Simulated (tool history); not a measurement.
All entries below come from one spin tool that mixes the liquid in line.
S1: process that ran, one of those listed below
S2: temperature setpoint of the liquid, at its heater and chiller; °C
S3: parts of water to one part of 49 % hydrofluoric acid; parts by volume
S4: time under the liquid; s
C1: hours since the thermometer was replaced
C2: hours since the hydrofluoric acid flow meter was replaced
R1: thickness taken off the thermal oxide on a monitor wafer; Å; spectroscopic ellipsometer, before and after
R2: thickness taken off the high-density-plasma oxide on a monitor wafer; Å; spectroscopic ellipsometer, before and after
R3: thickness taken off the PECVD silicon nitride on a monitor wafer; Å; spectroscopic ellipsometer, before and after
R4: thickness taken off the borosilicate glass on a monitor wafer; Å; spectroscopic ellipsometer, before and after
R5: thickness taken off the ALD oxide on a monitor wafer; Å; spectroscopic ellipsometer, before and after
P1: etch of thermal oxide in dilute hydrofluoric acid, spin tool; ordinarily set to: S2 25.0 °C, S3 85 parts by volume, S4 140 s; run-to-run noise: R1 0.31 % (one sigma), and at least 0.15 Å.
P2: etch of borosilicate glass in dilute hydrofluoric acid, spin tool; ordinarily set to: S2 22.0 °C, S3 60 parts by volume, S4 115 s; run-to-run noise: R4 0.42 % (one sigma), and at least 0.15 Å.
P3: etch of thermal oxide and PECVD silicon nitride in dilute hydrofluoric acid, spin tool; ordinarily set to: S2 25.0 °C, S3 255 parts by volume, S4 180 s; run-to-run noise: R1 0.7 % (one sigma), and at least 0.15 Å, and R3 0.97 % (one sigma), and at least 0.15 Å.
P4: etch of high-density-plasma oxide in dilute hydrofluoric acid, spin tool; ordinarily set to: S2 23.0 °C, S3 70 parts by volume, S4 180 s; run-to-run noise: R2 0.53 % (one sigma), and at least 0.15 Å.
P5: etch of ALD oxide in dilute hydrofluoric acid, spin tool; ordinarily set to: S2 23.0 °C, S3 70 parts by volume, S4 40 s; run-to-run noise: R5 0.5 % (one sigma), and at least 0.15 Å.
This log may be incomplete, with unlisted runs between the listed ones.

run,hour,S1,S2,S3,S4,C1,C2,R1,R2,R3,R4,R5
1,17.9,P1,25.0,85,140,1649.2,88.3,81.487,,,,
2,27.0,P1,25.0,85,140,1658.3,97.4,82.270,,,,
3,38.1,P1,25.0,85,50,1669.4,108.5,29.381,,,,
4,49.4,P4,23.0,70,315,1680.7,119.8,,243.42,,,
5,58.5,P1,25.0,85,260,1689.8,128.9,151.490,,,,
6,67.9,P1,25.0,55,140,1699.2,138.3,132.180,,,,
7,82.7,P4,17.0,70,180,1714.0,153.1,,107.80,,,
8,100.9,P1,25.0,85,140,1732.2,171.3,82.542,,,,
9,113.7,P4,23.0,20,180,1745.0,184.1,,519.51,,,
10,127.9,P3,18.0,255,180,1759.2,198.3,22.532,,16.577,,
11,136.9,P1,25.0,115,140,1768.2,207.3,57.997,,,,
12,154.4,P1,17.5,85,140,1785.7,224.8,60.395,,,,
13,166.4,P2,22.0,95,115,1797.7,236.8,,,,272.81,
14,175.7,P3,25.0,160,180,1807.0,246.1,51.617,,42.208,,
15,187.2,P2,17.0,60,115,1818.5,257.6,,,,360.84,
16,196.1,P4,23.0,70,180,1827.4,266.5,,138.46,,,
17,213.0,P1,18.5,85,270,1844.3,283.4,121.970,,,,
18,228.7,P1,25.0,85,140,1860.0,299.1,81.908,,,,
19,244.6,P3,25.0,255,335,1875.9,315.0,53.751,,49.278,,
20,255.1,P5,23.0,115,40,1886.4,325.5,,,,,68.282
21,266.6,P3,25.0,255,180,1897.9,337.0,28.617,,26.001,,
22,279.1,P2,22.0,60,115,1910.4,349.5,,,,449.09,
23,294.6,P2,22.0,60,45,1925.9,365.0,,,,174.01,
24,306.8,P5,23.0,70,60,1938.1,377.2,,,,,179.980

What does the tool deliver on the next run?
25,317.8,P5,28.0,70,40,1949.1,388.2,,,,,?

Run 25 produced R5 146.230 Å.

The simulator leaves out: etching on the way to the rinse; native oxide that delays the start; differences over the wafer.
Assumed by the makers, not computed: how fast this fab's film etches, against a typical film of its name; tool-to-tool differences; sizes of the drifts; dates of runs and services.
